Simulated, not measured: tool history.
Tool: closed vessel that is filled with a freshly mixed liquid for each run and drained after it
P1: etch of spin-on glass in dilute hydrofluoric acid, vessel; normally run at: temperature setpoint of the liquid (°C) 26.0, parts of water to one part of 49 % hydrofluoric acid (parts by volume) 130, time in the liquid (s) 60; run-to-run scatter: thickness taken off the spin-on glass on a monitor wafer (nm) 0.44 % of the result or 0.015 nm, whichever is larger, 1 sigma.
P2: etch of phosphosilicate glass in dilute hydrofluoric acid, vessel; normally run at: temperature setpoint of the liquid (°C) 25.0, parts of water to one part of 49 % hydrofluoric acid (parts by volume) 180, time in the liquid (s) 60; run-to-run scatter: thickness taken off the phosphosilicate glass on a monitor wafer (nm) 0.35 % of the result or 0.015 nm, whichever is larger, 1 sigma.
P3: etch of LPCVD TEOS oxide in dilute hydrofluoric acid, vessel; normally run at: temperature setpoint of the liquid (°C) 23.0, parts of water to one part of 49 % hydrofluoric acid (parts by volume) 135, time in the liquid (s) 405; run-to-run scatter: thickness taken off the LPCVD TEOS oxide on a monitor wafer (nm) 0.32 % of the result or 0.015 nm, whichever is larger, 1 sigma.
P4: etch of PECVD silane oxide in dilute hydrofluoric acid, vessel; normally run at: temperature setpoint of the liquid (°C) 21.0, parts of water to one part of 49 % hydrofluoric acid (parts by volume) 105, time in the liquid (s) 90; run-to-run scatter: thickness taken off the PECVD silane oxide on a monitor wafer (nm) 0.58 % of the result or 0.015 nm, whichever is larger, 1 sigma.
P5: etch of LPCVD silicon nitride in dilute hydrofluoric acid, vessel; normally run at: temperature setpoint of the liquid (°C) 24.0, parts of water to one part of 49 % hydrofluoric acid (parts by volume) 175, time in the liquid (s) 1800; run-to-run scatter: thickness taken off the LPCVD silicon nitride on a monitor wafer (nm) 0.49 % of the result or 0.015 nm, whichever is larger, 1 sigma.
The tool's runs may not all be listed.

| run | hour | process that ran | temperature setpoint of the liquid (°C) | parts of water to one part of 49 % hydrofluoric acid (parts by volume) | time in the liquid (s) | thickness taken off the spin-on glass on a monitor wafer (nm) | thickness taken off the LPCVD silicon nitride on a monitor wafer (nm) | thickness taken off the phosphosilicate glass on a monitor wafer (nm) | thickness taken off the LPCVD TEOS oxide on a monitor wafer (nm) | thickness taken off the PECVD silane oxide on a monitor wafer (nm) |
|---|---|---|---|---|---|---|---|---|---|---|
| 1 | 14.4 | P1 | 26.0 | 130 | 60 | 21.355 |  |  |  |  |
| 2 | 23.6 | P1 | 32.0 | 130 | 60 | 26.712 |  |  |  |  |
| 3 | 37.9 | P1 | 26.0 | 40 | 60 | 78.845 |  |  |  |  |
| 4 | 53.7 | P5 | 24.0 | 175 | 3070 |  | 8.3837 |  |  |  |
| 5 | 67.6 | P2 | 25.0 | 180 | 60 |  |  | 49.950 |  |  |
| 6 | 80.5 | P3 | 23.0 | 135 | 405 |  |  |  | 53.740 |  |
| 7 | 93.2 | P1 | 26.0 | 130 | 30 | 10.665 |  |  |  |  |
| 8 | 107.8 | P4 | 21.0 | 105 | 90 |  |  |  |  | 16.5860 |
| 9 | 120.2 | P1 | 21.5 | 75 | 60 | 33.179 |  |  |  |  |
| 10 | 131.2 | P1 | 26.0 | 130 | 105 | 37.464 |  |  |  |  |
| 11 | 138.9 | P4 | 21.0 | 175 | 90 |  |  |  |  | 9.3414 |
| 12 | 150.1 | P4 | 21.0 | 105 | 140 |  |  |  |  | 26.3130 |
| 13 | 158.9 | P1 | 26.0 | 130 | 60 | 21.362 |  |  |  |  |
| 14 | 170.7 | P2 | 25.0 | 45 | 60 |  |  | 237.770 |  |  |
| 15 | 181.2 | P1 | 26.0 | 130 | 60 | 21.338 |  |  |  |  |
| 16 | 195.8 | P3 | 23.0 | 135 | 405 |  |  |  | 54.111 |  |
| 17 | 207.1 | P3 | 23.0 | 135 | 610 |  |  |  | 80.918 |  |
| 18 | 215.9 | P3 | 23.0 | 30 | 405 |  |  |  | 276.050 |  |
| 19 | 228.2 | P5 | 24.0 | 175 | 1800 |  | 4.8536 |  |  |  |
| 20 | 244.3 | P1 | 26.0 | 200 | 60 | 12.828 |  |  |  |  |
| 21 | 255.5 | P5 | 31.5 | 175 | 1800 |  | 7.7036 |  |  |  |
| 22 | 266.2 | P1 | 21.0 | 130 | 60 | 17.607 |  |  |  |  |
| 23 | 275.6 | P4 | 21.0 | 105 | 90 |  |  |  |  | 16.7540 |
| 24 | 286.0 | P1 | 26.0 | 130 | 60 | 21.252 |  |  |  |  |
| 25 | 296.4 | P5 | 24.0 | 65 | 1800 |  | 13.0020 |  |  |  |
| 26 | 309.7 | P4 | 17.0 | 105 | 90 |  |  |  |  | 14.2470 |
| 27 | 325.8 | P2 | 25.0 | 180 | 105 |  |  | 87.511 |  |  |
| 28 | 337.1 | P3 | 29.0 | 135 | 405 |  |  |  | 67.658 |  |
| 29 | 353.3 | P1 | 26.0 | 130 | 60 | 21.369 |  |  |  |  |
| 30 | 368.3 | P2 | 17.0 | 180 | 60 |  |  | 36.618 |  |  |

The next listed run, before its measurement:
| 31 | 376.6 | P1 | 26.0 | 130 | 60 | ? |  |  |  |  |

thickness taken off the spin-on glass on a monitor wafer (nm): 21.587
